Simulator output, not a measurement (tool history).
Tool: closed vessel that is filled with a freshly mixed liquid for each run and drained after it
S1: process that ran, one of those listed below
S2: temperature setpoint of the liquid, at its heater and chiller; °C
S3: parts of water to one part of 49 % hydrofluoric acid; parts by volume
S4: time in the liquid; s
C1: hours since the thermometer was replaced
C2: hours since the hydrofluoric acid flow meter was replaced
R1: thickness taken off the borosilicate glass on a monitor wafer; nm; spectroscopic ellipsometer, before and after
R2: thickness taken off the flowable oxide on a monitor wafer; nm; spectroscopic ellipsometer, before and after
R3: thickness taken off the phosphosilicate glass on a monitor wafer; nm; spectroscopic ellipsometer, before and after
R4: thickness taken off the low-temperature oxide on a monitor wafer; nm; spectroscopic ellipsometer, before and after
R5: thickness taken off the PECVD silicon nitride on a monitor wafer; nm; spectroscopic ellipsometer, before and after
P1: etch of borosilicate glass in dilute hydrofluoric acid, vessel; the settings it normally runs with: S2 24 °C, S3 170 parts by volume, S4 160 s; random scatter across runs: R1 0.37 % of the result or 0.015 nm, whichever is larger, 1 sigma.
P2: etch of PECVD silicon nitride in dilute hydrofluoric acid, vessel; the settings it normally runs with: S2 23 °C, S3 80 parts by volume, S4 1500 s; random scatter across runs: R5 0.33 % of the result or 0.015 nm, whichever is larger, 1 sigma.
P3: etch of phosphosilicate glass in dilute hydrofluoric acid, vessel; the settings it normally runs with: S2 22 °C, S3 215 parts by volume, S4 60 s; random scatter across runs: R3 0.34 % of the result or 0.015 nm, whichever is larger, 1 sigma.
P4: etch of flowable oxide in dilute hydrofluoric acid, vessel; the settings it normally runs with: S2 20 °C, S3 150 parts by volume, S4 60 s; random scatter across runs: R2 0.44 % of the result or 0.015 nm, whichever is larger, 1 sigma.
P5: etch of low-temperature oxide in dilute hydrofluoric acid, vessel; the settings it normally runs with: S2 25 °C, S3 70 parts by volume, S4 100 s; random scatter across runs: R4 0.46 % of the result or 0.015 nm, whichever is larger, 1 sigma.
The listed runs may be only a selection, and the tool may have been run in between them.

{"run": 1, "hour": 8.4, "S1": "P1", "S2": 24, "S3": 170, "S4": 160, "C1": 880.8, "C2": 505, "R1": 37.832}
{"run": 2, "hour": 24.2, "S1": "P1", "S2": 29.5, "S3": 170, "S4": 160, "C1": 896.6, "C2": 520.8, "R1": 45.877}
{"run": 3, "hour": 37.6, "S1": "P1", "S2": 17.5, "S3": 85, "S4": 160, "C1": 910, "C2": 534.2, "R1": 63.763}
{"run": 4, "hour": 52.5, "S1": "P4", "S2": 28.5, "S3": 150, "S4": 60, "C1": 924.9, "C2": 549.1, "R2": 15.326}
{"run": 5, "hour": 61.5, "S1": "P1", "S2": 24, "S3": 170, "S4": 55, "C1": 933.9, "C2": 558.1, "R1": 12.888}
{"run": 6, "hour": 74.0, "S1": "P3", "S2": 29, "S3": 215, "S4": 60, "C1": 946.4, "C2": 570.6, "R3": 53.408}
{"run": 7, "hour": 88.6, "S1": "P4", "S2": 20, "S3": 150, "S4": 60, "C1": 961, "C2": 585.2, "R2": 10.98}
{"run": 8, "hour": 101.6, "S1": "P5", "S2": 25, "S3": 70, "S4": 100, "C1": 974, "C2": 598.2, "R4": 54.784}
{"run": 9, "hour": 111.7, "S1": "P1", "S2": 24, "S3": 170, "S4": 160, "C1": 984.1, "C2": 608.3, "R1": 37.695}
{"run": 10, "hour": 123.8, "S1": "P3", "S2": 22, "S3": 215, "S4": 35, "C1": 996.2, "C2": 620.4, "R3": 24.231}
{"run": 11, "hour": 133.2, "S1": "P5", "S2": 31.5, "S3": 70, "S4": 100, "C1": 1005.6, "C2": 629.8, "R4": 70.049}
{"run": 12, "hour": 144.9, "S1": "P2", "S2": 23, "S3": 30, "S4": 1500, "C1": 1017.3, "C2": 641.5, "R5": 143.27}
{"run": 13, "hour": 154.3, "S1": "P3", "S2": 22, "S3": 55, "S4": 60, "C1": 1026.7, "C2": 650.9, "R3": 195.01}
{"run": 14, "hour": 169.5, "S1": "P1", "S2": 18.5, "S3": 170, "S4": 160, "C1": 1041.9, "C2": 666.1, "R1": 30.565}
{"run": 15, "hour": 178.5, "S1": "P2", "S2": 23, "S3": 80, "S4": 30, "C1": 1050.9, "C2": 675.1, "R5": 1.1073}
{"run": 16, "hour": 187.2, "S1": "P1", "S2": 24, "S3": 170, "S4": 160, "C1": 1059.6, "C2": 683.8, "R1": 37.909}
{"run": 17, "hour": 201.3, "S1": "P2", "S2": 23, "S3": 80, "S4": 1500, "C1": 1073.7, "C2": 697.9, "R5": 54.95}
{"run": 18, "hour": 215.3, "S1": "P4", "S2": 20, "S3": 55, "S4": 60, "C1": 1087.7, "C2": 711.9, "R2": 33.612}
{"run": 19, "hour": 222.4, "S1": "P1", "S2": 24, "S3": 170, "S4": 160, "C1": 1094.8, "C2": 719, "R1": 37.472}
{"run": 20, "hour": 232.5, "S1": "P1", "S2": 24, "S3": 310, "S4": 160, "C1": 1104.9, "C2": 729.1, "R1": 17.755}
{"run": 21, "hour": 240.8, "S1": "P4", "S2": 20, "S3": 150, "S4": 30, "C1": 1113.2, "C2": 737.4, "R2": 5.4924}

Forecast run 22:
{"run": 22, "hour": 249.1, "S1": "P5", "S2": 25, "S3": 70, "S4": 30, "C1": 1121.5, "C2": 745.7, "R4": "?"}

{"run 22": {"R4": 16.322}}
